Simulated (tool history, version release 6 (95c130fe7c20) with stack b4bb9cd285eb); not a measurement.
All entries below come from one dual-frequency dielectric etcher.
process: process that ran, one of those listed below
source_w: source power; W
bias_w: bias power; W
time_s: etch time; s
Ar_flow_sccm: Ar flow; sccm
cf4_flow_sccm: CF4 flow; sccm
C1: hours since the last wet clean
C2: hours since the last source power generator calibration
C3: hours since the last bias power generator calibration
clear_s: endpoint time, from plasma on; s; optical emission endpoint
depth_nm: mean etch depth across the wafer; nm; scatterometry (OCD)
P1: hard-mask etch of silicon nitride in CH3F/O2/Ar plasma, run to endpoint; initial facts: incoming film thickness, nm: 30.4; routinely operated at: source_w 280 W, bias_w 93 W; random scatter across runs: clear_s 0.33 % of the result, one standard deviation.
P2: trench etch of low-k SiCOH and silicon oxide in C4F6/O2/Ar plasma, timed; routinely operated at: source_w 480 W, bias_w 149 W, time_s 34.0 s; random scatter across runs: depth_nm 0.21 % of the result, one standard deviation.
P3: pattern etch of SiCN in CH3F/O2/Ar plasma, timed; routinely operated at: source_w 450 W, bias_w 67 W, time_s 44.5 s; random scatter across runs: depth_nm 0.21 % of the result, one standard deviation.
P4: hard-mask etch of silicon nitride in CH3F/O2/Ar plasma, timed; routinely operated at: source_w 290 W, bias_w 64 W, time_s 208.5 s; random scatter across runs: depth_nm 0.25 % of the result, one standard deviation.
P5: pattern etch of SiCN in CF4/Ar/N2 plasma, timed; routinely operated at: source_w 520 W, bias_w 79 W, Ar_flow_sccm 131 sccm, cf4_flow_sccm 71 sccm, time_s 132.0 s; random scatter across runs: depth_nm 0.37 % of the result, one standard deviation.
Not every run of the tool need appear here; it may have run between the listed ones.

Run 1, hour 11.9: process P1, source_w 280 W, bias_w 93 W; C1 288.0; C2 3522.2; C3 312.5. Result: clear_s 46.419 s.
Run 2, hour 18.6: process P1, source_w 280 W, bias_w 93 W; C1 294.7; C2 3528.9; C3 319.2. Result: clear_s 46.649 s.
Run 3, hour 29.0: process P4, source_w 290 W, bias_w 64 W, time_s 125.5 s; C1 305.1; C2 3539.3; C3 329.6. Result: depth_nm 73.336 nm.
Run 4, hour 43.7: process P1, source_w 330 W, bias_w 74 W; C1 319.8; C2 3554.0; C3 344.3. Result: clear_s 47.808 s.
Run 5, hour 52.3: process P3, source_w 450 W, bias_w 88 W, time_s 44.5 s; C1 328.4; C2 3562.6; C3 352.9. Result: depth_nm 18.947 nm.
Run 6, hour 60.9: process P1, source_w 280 W, bias_w 93 W; C1 337.0; C2 3571.2; C3 361.5. Result: clear_s 46.450 s.
Run 7, hour 71.0: process P2, source_w 480 W, bias_w 149 W, time_s 34.0 s; C1 347.1; C2 3581.3; C3 371.6. Result: depth_nm 110.570 nm.
Run 8, hour 82.0: process P5, source_w 700 W, bias_w 79 W, time_s 132.0 s, Ar_flow_sccm 131 sccm, cf4_flow_sccm 71 sccm; C1 358.1; C2 3592.3; C3 382.6. Result: depth_nm 158.420 nm.
Run 9, hour 93.1: process P5, source_w 520 W, bias_w 79 W, time_s 132.0 s, Ar_flow_sccm 131 sccm, cf4_flow_sccm 71 sccm; C1 369.2; C2 3603.4; C3 393.7. Result: depth_nm 121.830 nm.
Run 10, hour 99.7: process P5, source_w 520 W, bias_w 109 W, time_s 132.0 s, Ar_flow_sccm 131 sccm, cf4_flow_sccm 71 sccm; C1 375.8; C2 3610.0; C3 400.3. Result: depth_nm 138.410 nm.
Run 11, hour 108.8: process P4, source_w 290 W, bias_w 64 W, time_s 208.5 s; C1 384.9; C2 3619.1; C3 409.4. Result: depth_nm 121.490 nm.
Run 12, hour 123.6: process P1, source_w 280 W, bias_w 120 W; C1 399.7; C2 3633.9; C3 424.2. Result: clear_s 42.395 s.
Run 13, hour 131.5: process P4, source_w 360 W, bias_w 64 W, time_s 208.5 s; C1 407.6; C2 3641.8; C3 432.1. Result: depth_nm 132.210 nm.
Run 14, hour 139.7: process P1, source_w 360 W, bias_w 93 W; C1 415.8; C2 3650.0; C3 440.3. Result: clear_s 42.480 s.
Run 15, hour 148.8: process P2, source_w 480 W, bias_w 149 W, time_s 34.0 s; C1 424.9; C2 3659.1; C3 449.4. Result: depth_nm 110.680 nm.
Run 16, hour 158.6: process P5, source_w 520 W, bias_w 79 W, time_s 132.0 s, Ar_flow_sccm 131 sccm, cf4_flow_sccm 71 sccm; C1 434.7; C2 3668.9; C3 459.2. Result: depth_nm 121.810 nm.
Run 17, hour 170.0: process P1, source_w 180 W, bias_w 93 W; C1 446.1; C2 3680.3; C3 470.6. Result: clear_s 55.092 s.
Run 18, hour 178.0: process P5, source_w 520 W, bias_w 79 W, time_s 132.0 s, Ar_flow_sccm 98 sccm, cf4_flow_sccm 71 sccm; C1 454.1; C2 3688.3; C3 478.6. Result: depth_nm 128.210 nm.
Run 19, hour 187.7: process P5, source_w 520 W, bias_w 79 W, time_s 132.0 s, Ar_flow_sccm 131 sccm, cf4_flow_sccm 56 sccm; C1 463.8; C2 3698.0; C3 488.3. Result: depth_nm 117.060 nm.
Run 20, hour 199.8: process P1, source_w 280 W, bias_w 93 W; C1 475.9; C2 3710.1; C3 500.4. Result: clear_s 46.546 s.
Run 21, hour 214.3: process P2, source_w 480 W, bias_w 206 W, time_s 34.0 s; C1 490.4; C2 3724.6; C3 514.9. Result: depth_nm 121.870 nm.
Run 22, hour 224.8: process P1, source_w 280 W, bias_w 58 W; C1 500.9; C2 3735.1; C3 525.4. Result: clear_s 55.036 s.
Run 23, hour 236.9: process P2, source_w 480 W, bias_w 149 W, time_s 46.0 s; C1 513.0; C2 3747.2; C3 537.5. Result: depth_nm 150.010 nm.
Run 24, hour 245.1: process P5, source_w 520 W, bias_w 79 W, time_s 179.0 s, Ar_flow_sccm 131 sccm, cf4_flow_sccm 71 sccm; C1 521.2; C2 3755.4; C3 545.7. Result: depth_nm 165.920 nm.
Run 25, hour 258.0: process P4, source_w 290 W, bias_w 50 W, time_s 208.5 s; C1 534.1; C2 3768.3; C3 558.6. Result: depth_nm 112.330 nm.
Run 26, hour 266.0: process P3, source_w 450 W, bias_w 67 W, time_s 64.0 s; C1 542.1; C2 3776.3; C3 566.6. Result: depth_nm 24.779 nm.
Run 27, hour 274.1: process P2, source_w 280 W, bias_w 149 W, time_s 34.0 s; C1 550.2; C2 3784.4; C3 574.7. Result: depth_nm 89.359 nm.
Run 28, hour 285.4: process P3, source_w 300 W, bias_w 67 W, time_s 44.5 s; C1 561.5; C2 3795.7; C3 586.0. Result: depth_nm 14.710 nm.
Run 29, hour 295.5: process P1, source_w 280 W, bias_w 93 W; C1 571.6; C2 3805.8; C3 596.1. Result: clear_s 46.575 s.
Run 30, hour 308.9: process P3, source_w 450 W, bias_w 67 W, time_s 44.5 s; C1 585.0; C2 3819.2; C3 609.5. Result: depth_nm 17.151 nm.
Run 31, hour 317.9: process P1, source_w 280 W, bias_w 93 W; C1 594.0; C2 3828.2; C3 618.5. Result: clear_s 46.734 s.
Run 32, hour 329.4: process P1, source_w 280 W, bias_w 93 W; C1 605.5; C2 3839.7; C3 630.0. Result: clear_s 46.172 s.
Run 33, hour 337.2: process P1, source_w 280 W, bias_w 93 W; C1 613.3; C2 3847.5; C3 637.8. Result: clear_s 45.759 s.
Run 34, hour 349.9: process P1, source_w 280 W, bias_w 93 W; C1 626.0; C2 3860.2; C3 650.5. Result: clear_s 46.189 s.
Run 35, hour 364.6: process P1, source_w 280 W, bias_w 93 W; C1 640.7; C2 3874.9; C3 665.2. Result: clear_s 45.950 s.
Run 36, hour 372.4: process P1, source_w 280 W, bias_w 93 W; C1 648.5; C2 3882.7; C3 673.0. Result: clear_s 45.917 s.
At hour 380.5: wet clean of the chamber.
Run 37, hour 384.5: process P1, source_w 280 W, bias_w 93 W; C1 4.1; C2 3894.8; C3 685.1. Result: clear_s 45.681 s.
Run 38, hour 398.5: process P1, source_w 280 W, bias_w 93 W; C1 18.1; C2 3908.8; C3 699.1. Result: clear_s 45.815 s.
Run 39, hour 407.1: process P1, source_w 280 W, bias_w 93 W; C1 26.7; C2 3917.4; C3 707.7. Result: clear_s 46.110 s.

What P1 gives has crept off from where it sat before. The 2 causes that follow fit the log equally well, each at the size noted:
A: bias power that arrives over what is set, % = 4.52
B: source power that arrives over what is set, % = 4.53
The onset of the drift is placed at about hour 317.9.
Ruled out, with reasons:
chamber walls in a state that raises the etch rate, %: maintenance at hour 380.5, after the shift began, did not return the process to its former output

Which of the 4 check runs listed below, each an average over 2 wafers with its results shown as question marks, gives clearly different results under the different listed causes?
Run check 1, hour 415.7: process P5, source_w 520 W, bias_w 92 W, time_s 132.0 s, Ar_flow_sccm 131 sccm, cf4_flow_sccm 71 sccm. Result: depth_nm ?.
Run check 2, hour 415.7: process P4, source_w 340 W, bias_w 64 W, time_s 131.5 s. Result: depth_nm ?.
Run check 3, hour 415.7: process P2, source_w 300 W, bias_w 177 W, time_s 34.0 s. Result: depth_nm ?.
Run check 4, hour 415.7: process P3, source_w 330 W, bias_w 67 W, time_s 60.0 s. Result: depth_nm ?.

Expected result of each check under each candidate cause:
  check    result     if A     if B
check 1  depth_nm  131.410  134.320
check 2  depth_nm   83.012   83.165
check 3  depth_nm   98.398   98.683
check 4  depth_nm   20.901   20.922
Distance between the nearest two causes, measured in the result of the check that separates them most: check 1 2.19 %; check 2 0.18 %; check 3 0.29 %; check 4 0.1 %
Check 1 distinguishes between the causes, while the remaining checks would return nearly the same result for all of them.

Here is what check 1 returned: depth_nm 132.240 nm. Which cause is it?

The cause is A: bias power that arrives over what is set, %.
